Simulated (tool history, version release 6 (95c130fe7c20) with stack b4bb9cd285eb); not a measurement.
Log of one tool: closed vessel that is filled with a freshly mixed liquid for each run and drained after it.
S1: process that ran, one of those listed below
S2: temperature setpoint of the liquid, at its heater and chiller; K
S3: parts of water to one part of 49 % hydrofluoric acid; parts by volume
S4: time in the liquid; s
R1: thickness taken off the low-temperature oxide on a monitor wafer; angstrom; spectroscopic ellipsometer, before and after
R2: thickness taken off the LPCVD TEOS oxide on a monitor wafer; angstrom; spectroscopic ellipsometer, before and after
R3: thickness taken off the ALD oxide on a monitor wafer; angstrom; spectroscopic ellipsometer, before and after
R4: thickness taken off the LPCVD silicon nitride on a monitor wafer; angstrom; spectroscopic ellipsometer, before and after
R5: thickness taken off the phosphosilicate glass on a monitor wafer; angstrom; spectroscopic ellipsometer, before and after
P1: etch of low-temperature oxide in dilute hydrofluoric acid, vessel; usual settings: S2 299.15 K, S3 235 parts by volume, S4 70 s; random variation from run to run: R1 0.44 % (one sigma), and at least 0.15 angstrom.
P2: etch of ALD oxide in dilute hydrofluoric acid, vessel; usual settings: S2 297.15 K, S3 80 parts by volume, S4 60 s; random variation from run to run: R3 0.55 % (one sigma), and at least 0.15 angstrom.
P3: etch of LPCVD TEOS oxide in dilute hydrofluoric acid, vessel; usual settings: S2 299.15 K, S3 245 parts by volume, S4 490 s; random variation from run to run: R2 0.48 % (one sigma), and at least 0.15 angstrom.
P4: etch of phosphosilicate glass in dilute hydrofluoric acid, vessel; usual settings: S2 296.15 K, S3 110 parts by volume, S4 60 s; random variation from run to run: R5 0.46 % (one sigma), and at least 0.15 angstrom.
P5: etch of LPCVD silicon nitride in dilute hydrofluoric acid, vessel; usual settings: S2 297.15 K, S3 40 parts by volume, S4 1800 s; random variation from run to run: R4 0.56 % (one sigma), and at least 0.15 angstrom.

run   hour  S1      S2   S3    S4      R1      R2      R3      R4      R5
  1   11.5  P1  299.15  235    70  64.092
  2   25.2  P1  299.15  235    70  63.506
  3   42.7  P3  299.15  245   860          695.81
  4   56.4  P2  297.15   80    60                  167.91
  5   67.9  P3  295.65  245   490          352.65
  6   77.4  P5  297.15   20  1800                          461.55
  7   85.4  P5  297.15   40  1800                          238.92
  8     99  P1  299.15  235    30   27.69
  9  112.5  P3  299.15  245   490           400.1
 10  121.5  P1  299.15  235    70  63.738
 11  137.4  P4  296.15  110    60                                   816.7
 12  146.6  P1  299.15  235    70  64.081
 13  158.2  P5  297.15   40  1800                          240.14
 14  172.2  P1  299.15   55    70  340.11
 15  188.5  P3  299.15  440   490          185.36
 16  205.5  P4  290.15  110    60                                   636.9
 17  214.8  P1  299.15  350    70  38.056
 18  228.7  P2  297.15  120    60                  107.32
 19  240.7  P4  296.15  150    60                                  564.06
 20  257.8  P1  299.15  235   115  105.22
 21  273.1  P3  299.15  245   490          402.99
 22  286.2  P4  296.15  110   100                                  1355.5
 23  297.8  P2  297.15   80    60                  165.92
 24  314.8  P5  301.15   40  1800                          311.29
 25  325.3  P2  297.15   80    95                  266.24
 26  332.9  P1  303.65  235    70  75.076
 27  346.8  P1  290.65  235    70  46.453
 28  354.5  P2  301.15   80    60                  197.59
 29  363.7  P1  299.15  235    70  63.444
 30  375.7  P1  299.15   70    30  111.84
 31  385.7  P1  299.15  235    70  63.779
 32  393.4  P5  297.15   40  2670                          354.54
 33  405.1  P4  296.15  110    60                                  816.52
 34  418.3  P1  302.65  110    70  179.72
 35  435.2  P1  299.15  235    70  63.756
 36  451.9  P1  299.15  235    70   65.58
 37  463.5  P1  299.15  235    70  66.112
 38  476.7  P1  299.15  235    70   66.59
 39  493.7  P1  299.15  235    70  67.212
 40  501.4  P1  299.15  235    70  67.134
 41  514.2  P1  299.15  235    70  67.086
 42  521.9  P1  299.15  235    70  66.941
 43  530.8  P1  299.15  235    70  67.063

What P1 gives has crept away from where it was. These 2 causes fit the log equally well, each at the size given:
A: hydrofluoric acid flow above the setpoint (%) = 4.02
B: liquid hotter than its thermometer reads (K) = 1.41
The creep began at about hour 435.2.

4 check runs are offered, one wafer each, their results left as question marks. Which one tells the causes apart?
check 1  539.7  P5  297.15   40  1800               ?
check 2  539.7  P4  296.15  110    60                   ?
check 3  539.7  P3  299.15  245   490       ?
check 4  539.7  P2  297.15   80    60           ?

What each check would give under each cause:
  check  result    if A    if B
check 1      R4  248.04  262.48
check 2      R5  849.79  859.34
check 3      R2  421.76  421.52
check 4      R3  175.95  178.26
How far apart the two closest causes lie, in the result that separates them most: check 1 5.66 %; check 2 1.12 %; check 3 0.06 %; check 4 1.3 %
Only check 1 tells the causes apart: in the others they would give nearly the same result.

Check 1 was then run and gave: R4 245.36 angstrom. Which cause is it?

It is A: hydrofluoric acid flow above the setpoint (%).
